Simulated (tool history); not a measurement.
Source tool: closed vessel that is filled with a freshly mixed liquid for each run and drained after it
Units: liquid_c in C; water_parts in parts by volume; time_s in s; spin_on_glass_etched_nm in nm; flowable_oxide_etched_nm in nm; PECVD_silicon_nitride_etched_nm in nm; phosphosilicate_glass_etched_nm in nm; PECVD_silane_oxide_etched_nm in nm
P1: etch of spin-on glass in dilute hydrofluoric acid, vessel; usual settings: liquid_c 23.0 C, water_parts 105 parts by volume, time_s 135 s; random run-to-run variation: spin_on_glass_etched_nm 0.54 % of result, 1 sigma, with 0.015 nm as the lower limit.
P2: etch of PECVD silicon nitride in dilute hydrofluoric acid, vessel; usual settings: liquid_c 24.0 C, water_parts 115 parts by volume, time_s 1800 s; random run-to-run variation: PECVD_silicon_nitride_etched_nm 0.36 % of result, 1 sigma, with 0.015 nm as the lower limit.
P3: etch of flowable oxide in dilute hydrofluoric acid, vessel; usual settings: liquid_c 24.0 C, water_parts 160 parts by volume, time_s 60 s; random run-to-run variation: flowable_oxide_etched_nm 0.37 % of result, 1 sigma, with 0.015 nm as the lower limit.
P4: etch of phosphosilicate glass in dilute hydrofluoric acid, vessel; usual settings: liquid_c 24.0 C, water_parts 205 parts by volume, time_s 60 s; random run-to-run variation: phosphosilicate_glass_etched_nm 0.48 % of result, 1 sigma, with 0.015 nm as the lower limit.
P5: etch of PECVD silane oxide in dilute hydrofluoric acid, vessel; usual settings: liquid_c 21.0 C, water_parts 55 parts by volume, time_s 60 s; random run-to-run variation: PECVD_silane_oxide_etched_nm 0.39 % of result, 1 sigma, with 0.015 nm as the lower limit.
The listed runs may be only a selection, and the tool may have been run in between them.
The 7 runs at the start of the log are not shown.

run,hour,process,liquid_c,water_parts,time_s,hours since the thermometer was replaced,hours since the hydrofluoric acid flow meter was replaced,spin_on_glass_etched_nm,flowable_oxide_etched_nm,PECVD_silicon_nitride_etched_nm,phosphosilicate_glass_etched_nm,PECVD_silane_oxide_etched_nm
8,43.9,P3,17.0,160,60,321.9,1534.5,,11.1870,,,
9,48.0,P1,17.0,105,135,326.0,1538.6,28.2560,,,,
10,52.9,P5,21.0,55,110,330.9,1543.5,,,,,40.947
11,57.5,P1,19.0,105,265,335.5,1548.1,59.9210,,,,
12,63.7,P1,23.0,105,135,341.7,1554.3,36.1690,,,,
13,67.2,P1,23.0,105,35,345.2,1557.8,9.2709,,,,
14,73.9,P1,28.5,105,135,351.9,1564.5,44.2320,,,,
15,80.6,P5,21.0,90,60,358.6,1571.2,,,,,13.099
16,85.1,P4,24.0,205,60,363.1,1575.7,,,,19.063,
17,90.4,P1,23.0,180,135,368.4,1581.0,19.4590,,,,
18,96.2,P5,21.0,55,60,374.2,1586.8,,,,,22.410
19,100.3,P5,21.0,55,60,378.3,1590.9,,,,,22.464
20,106.8,P2,24.0,115,1800,384.8,1597.4,,,26.86600,,
21,111.3,P3,24.0,160,60,389.3,1601.9,,14.6840,,,
22,117.2,P1,23.0,105,135,395.2,1607.8,35.6400,,,,
23,123.7,P1,23.0,40,135,401.7,1614.3,103.2200,,,,
24,128.5,P2,24.0,115,50,406.5,1619.1,,,0.73513,,

Forecast run 25:
25,135.0,P1,23.0,105,250,413.0,1625.6,?,,,,

Run 25 produced spin_on_glass_etched_nm 67.0490 nm.

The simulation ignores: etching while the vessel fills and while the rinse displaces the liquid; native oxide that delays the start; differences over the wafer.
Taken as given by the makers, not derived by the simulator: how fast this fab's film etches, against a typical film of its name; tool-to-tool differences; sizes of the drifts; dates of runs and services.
